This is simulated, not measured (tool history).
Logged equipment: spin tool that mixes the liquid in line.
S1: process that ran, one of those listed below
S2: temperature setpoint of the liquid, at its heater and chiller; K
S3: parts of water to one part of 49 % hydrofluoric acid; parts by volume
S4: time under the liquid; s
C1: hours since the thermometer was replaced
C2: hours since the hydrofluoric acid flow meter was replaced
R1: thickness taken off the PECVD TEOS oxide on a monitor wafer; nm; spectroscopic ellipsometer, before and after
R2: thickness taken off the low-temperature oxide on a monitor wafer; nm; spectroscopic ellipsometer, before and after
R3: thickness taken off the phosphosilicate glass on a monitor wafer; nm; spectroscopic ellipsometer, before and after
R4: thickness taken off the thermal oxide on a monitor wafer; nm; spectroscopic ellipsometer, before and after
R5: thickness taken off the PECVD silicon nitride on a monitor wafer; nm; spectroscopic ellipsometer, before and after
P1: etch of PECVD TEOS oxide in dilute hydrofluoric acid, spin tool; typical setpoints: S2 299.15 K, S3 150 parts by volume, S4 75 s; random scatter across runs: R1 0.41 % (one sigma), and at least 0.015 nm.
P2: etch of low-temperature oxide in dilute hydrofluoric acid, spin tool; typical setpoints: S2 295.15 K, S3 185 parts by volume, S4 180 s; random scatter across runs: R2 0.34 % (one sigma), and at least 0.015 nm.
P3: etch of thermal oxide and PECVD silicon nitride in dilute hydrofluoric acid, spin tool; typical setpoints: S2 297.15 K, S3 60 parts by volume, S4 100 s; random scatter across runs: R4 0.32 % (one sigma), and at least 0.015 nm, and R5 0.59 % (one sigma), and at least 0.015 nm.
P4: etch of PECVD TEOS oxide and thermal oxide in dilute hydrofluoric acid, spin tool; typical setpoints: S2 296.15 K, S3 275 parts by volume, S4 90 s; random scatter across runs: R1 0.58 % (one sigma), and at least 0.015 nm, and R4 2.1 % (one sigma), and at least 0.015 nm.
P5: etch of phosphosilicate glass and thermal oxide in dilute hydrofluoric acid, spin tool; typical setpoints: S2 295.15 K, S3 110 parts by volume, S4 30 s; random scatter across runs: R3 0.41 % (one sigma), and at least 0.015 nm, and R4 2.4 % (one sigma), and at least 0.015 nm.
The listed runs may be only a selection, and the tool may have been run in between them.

Run 1, hour 9.5: S1 P1, S2 299.15 K, S3 150 parts by volume, S4 75 s; C1 476.8; C2 1054.9. Result: R1 8.5574 nm.
Run 2, hour 17.7: S1 P1, S2 299.15 K, S3 150 parts by volume, S4 75 s; C1 485; C2 1063.1. Result: R1 8.4659 nm.
Run 3, hour 27.4: S1 P2, S2 295.15 K, S3 185 parts by volume, S4 180 s; C1 494.7; C2 1072.8. Result: R2 11.373 nm.
Run 4, hour 34.5: S1 P1, S2 299.15 K, S3 85 parts by volume, S4 75 s; C1 501.8; C2 1079.9. Result: R1 16.212 nm.
Run 5, hour 44.1: S1 P5, S2 295.15 K, S3 190 parts by volume, S4 30 s; C1 511.4; C2 1089.5. Result: R3 13.855 nm, R4 0.57225 nm.
Run 6, hour 51.7: S1 P5, S2 295.15 K, S3 110 parts by volume, S4 15 s; C1 519; C2 1097.1. Result: R3 13.106 nm, R4 0.53792 nm.
Run 7, hour 61.2: S1 P4, S2 296.15 K, S3 275 parts by volume, S4 90 s; C1 528.5; C2 1106.6. Result: R1 5.9687 nm, R4 1.2089 nm.
Run 8, hour 75.1: S1 P2, S2 291.15 K, S3 185 parts by volume, S4 180 s; C1 542.4; C2 1120.5. Result: R2 9.8307 nm.
Run 9, hour 86.7: S1 P1, S2 299.15 K, S3 150 parts by volume, S4 40 s; C1 554; C2 1132.1. Result: R1 4.5435 nm.
Run 10, hour 94.8: S1 P4, S2 292.15 K, S3 275 parts by volume, S4 90 s; C1 562.1; C2 1140.2. Result: R1 5.1985 nm, R4 1.0329 nm.
Run 11, hour 102.7: S1 P1, S2 299.15 K, S3 150 parts by volume, S4 75 s; C1 570; C2 1148.1. Result: R1 8.4937 nm.
Run 12, hour 109.5: S1 P3, S2 297.15 K, S3 60 parts by volume, S4 100 s; C1 576.8; C2 1154.9. Result: R4 8.3179 nm, R5 4.2964 nm.
Run 13, hour 120.3: S1 P5, S2 295.15 K, S3 110 parts by volume, S4 30 s; C1 587.6; C2 1165.7. Result: R3 26.151 nm, R4 1.1152 nm.
Run 14, hour 126.7: S1 P1, S2 294.65 K, S3 150 parts by volume, S4 75 s; C1 594; C2 1172.1. Result: R1 7.1196 nm.
Run 15, hour 140.2: S1 P1, S2 299.15 K, S3 50 parts by volume, S4 115 s; C1 607.5; C2 1185.6. Result: R1 44.443 nm.
Run 16, hour 148.1: S1 P2, S2 295.15 K, S3 185 parts by volume, S4 65 s; C1 615.4; C2 1193.5. Result: R2 4.1477 nm.
Run 17, hour 155: S1 P1, S2 299.15 K, S3 150 parts by volume, S4 75 s; C1 622.3; C2 1200.4. Result: R1 8.4894 nm.
Run 18, hour 161.4: S1 P4, S2 296.15 K, S3 510 parts by volume, S4 90 s; C1 628.7; C2 1206.8. Result: R1 2.6132 nm, R4 0.48434 nm.
Run 19, hour 169.7: S1 P1, S2 299.15 K, S3 250 parts by volume, S4 75 s; C1 637; C2 1215.1. Result: R1 4.5944 nm.
Run 20, hour 178.1: S1 P4, S2 296.15 K, S3 275 parts by volume, S4 15 s; C1 645.4; C2 1223.5. Result: R1 0.98611 nm, R4 0.19262 nm.
Run 21, hour 185.7: S1 P3, S2 297.15 K, S3 60 parts by volume, S4 100 s; C1 653; C2 1231.1. Result: R4 8.3663 nm, R5 4.3255 nm.
Run 22, hour 199.7: S1 P1, S2 306.65 K, S3 150 parts by volume, S4 30 s; C1 667; C2 1245.1. Result: R1 4.4472 nm.
Run 23, hour 211: S1 P1, S2 305.65 K, S3 225 parts by volume, S4 75 s; C1 678.3; C2 1256.4. Result: R1 6.5414 nm.
Run 24, hour 222.6: S1 P1, S2 299.15 K, S3 150 parts by volume, S4 75 s; C1 689.9; C2 1268. Result: R1 8.4685 nm.
Run 25, hour 235.8: S1 P3, S2 297.15 K, S3 100 parts by volume, S4 100 s; C1 703.1; C2 1281.2. Result: R4 4.7255 nm, R5 2.6103 nm.
Run 26, hour 244.9: S1 P1, S2 299.15 K, S3 150 parts by volume, S4 140 s; C1 712.2; C2 1290.3. Result: R1 15.834 nm.
Run 27, hour 252.9: S1 P5, S2 295.15 K, S3 110 parts by volume, S4 30 s; C1 720.2; C2 1298.3. Result: R3 26.124 nm, R4 1.1005 nm.
Run 28, hour 259.5: S1 P3, S2 297.15 K, S3 60 parts by volume, S4 185 s; C1 726.8; C2 1304.9. Result: R4 15.354 nm, R5 8.0548 nm.
Run 29, hour 270.9: S1 P5, S2 302.15 K, S3 110 parts by volume, S4 30 s; C1 738.2; C2 1316.3. Result: R3 34.384 nm, R4 1.4521 nm.
Run 30, hour 277.7: S1 P3, S2 290.15 K, S3 60 parts by volume, S4 100 s; C1 745; C2 1323.1. Result: R4 6.1967 nm, R5 2.6419 nm.
Run 31, hour 290.6: S1 P1, S2 306.65 K, S3 150 parts by volume, S4 75 s; C1 757.9; C2 1336. Result: R1 11.111 nm.
Run 32, hour 299.5: S1 P2, S2 295.15 K, S3 95 parts by volume, S4 180 s; C1 766.8; C2 1344.9. Result: R2 24.407 nm.
Run 33, hour 309.2: S1 P1, S2 299.15 K, S3 150 parts by volume, S4 75 s; C1 776.5; C2 1354.6. Result: R1 8.504 nm.
Run 34, hour 318.4: S1 P1, S2 299.15 K, S3 150 parts by volume, S4 75 s; C1 785.7; C2 1363.8. Result: R1 8.4479 nm.
Run 35, hour 325.4: S1 P1, S2 299.15 K, S3 150 parts by volume, S4 75 s; C1 792.7; C2 1370.8. Result: R1 8.2507 nm.
Run 36, hour 332.2: S1 P1, S2 299.15 K, S3 150 parts by volume, S4 75 s; C1 799.5; C2 1377.6. Result: R1 8.0775 nm.
Run 37, hour 343.1: S1 P1, S2 299.15 K, S3 150 parts by volume, S4 75 s; C1 810.4; C2 1388.5. Result: R1 8.0446 nm.
Run 38, hour 350.2: S1 P1, S2 299.15 K, S3 150 parts by volume, S4 75 s; C1 817.5; C2 1395.6. Result: R1 7.9906 nm.
Run 39, hour 357.7: S1 P1, S2 299.15 K, S3 150 parts by volume, S4 75 s; C1 825; C2 1403.1. Result: R1 7.9525 nm.
Run 40, hour 368.2: S1 P1, S2 299.15 K, S3 150 parts by volume, S4 75 s; C1 835.5; C2 1413.6. Result: R1 7.9447 nm.
Run 41, hour 376.8: S1 P1, S2 299.15 K, S3 150 parts by volume, S4 75 s; C1 844.1; C2 1422.2. Result: R1 7.8828 nm.

The log shows P1 creeping away from where it was. Any of the 2 causes listed here, at the size stated for it, fits the log just as well as the others:
A: hydrofluoric acid flow below the setpoint (%) = 5.92
B: liquid colder than its thermometer reads (K) = 1.92
The creep began at about hour 318.4.

Question marks stand in for the results of the 4 check runs listed below, each run on one wafer. Under which run would the listed causes show clearly different results?
Run check 1, hour 385.4: S1 P3, S2 297.15 K, S3 60 parts by volume, S4 100 s. Result: R4 ?, R5 ?.
Run check 2, hour 385.4: S1 P4, S2 296.15 K, S3 275 parts by volume, S4 90 s. Result: R1 ?, R4 ?.
Run check 3, hour 385.4: S1 P2, S2 295.15 K, S3 185 parts by volume, S4 180 s. Result: R2 ?.
Run check 4, hour 385.4: S1 P5, S2 295.15 K, S3 110 parts by volume, S4 30 s. Result: R3 ?, R4 ?.

Check results expected under each cause:
  check  result    if A    if B
check 1      R4  7.8061  7.7053
check 1      R5  4.0723  3.7978
check 2      R1  5.5387  5.5855
check 2      R4  1.0757  1.0847
check 3      R2  10.632  10.623
check 4      R3  24.404  24.194
check 4      R4  1.0217  1.0129
How far apart the two closest causes lie, in the result that separates them most: check 1 6.98 %; check 2 0.84 %; check 3 0.09 %; check 4 0.87 %
The causes can be told apart only by check 1. The other checks would give nearly the same results under each of them.

Running check 1 produced the following: R4 7.7374 nm; R5 3.7732 nm. Which one of the listed causes fits?

Of the candidate causes, it is B: liquid colder than its thermometer reads (K).

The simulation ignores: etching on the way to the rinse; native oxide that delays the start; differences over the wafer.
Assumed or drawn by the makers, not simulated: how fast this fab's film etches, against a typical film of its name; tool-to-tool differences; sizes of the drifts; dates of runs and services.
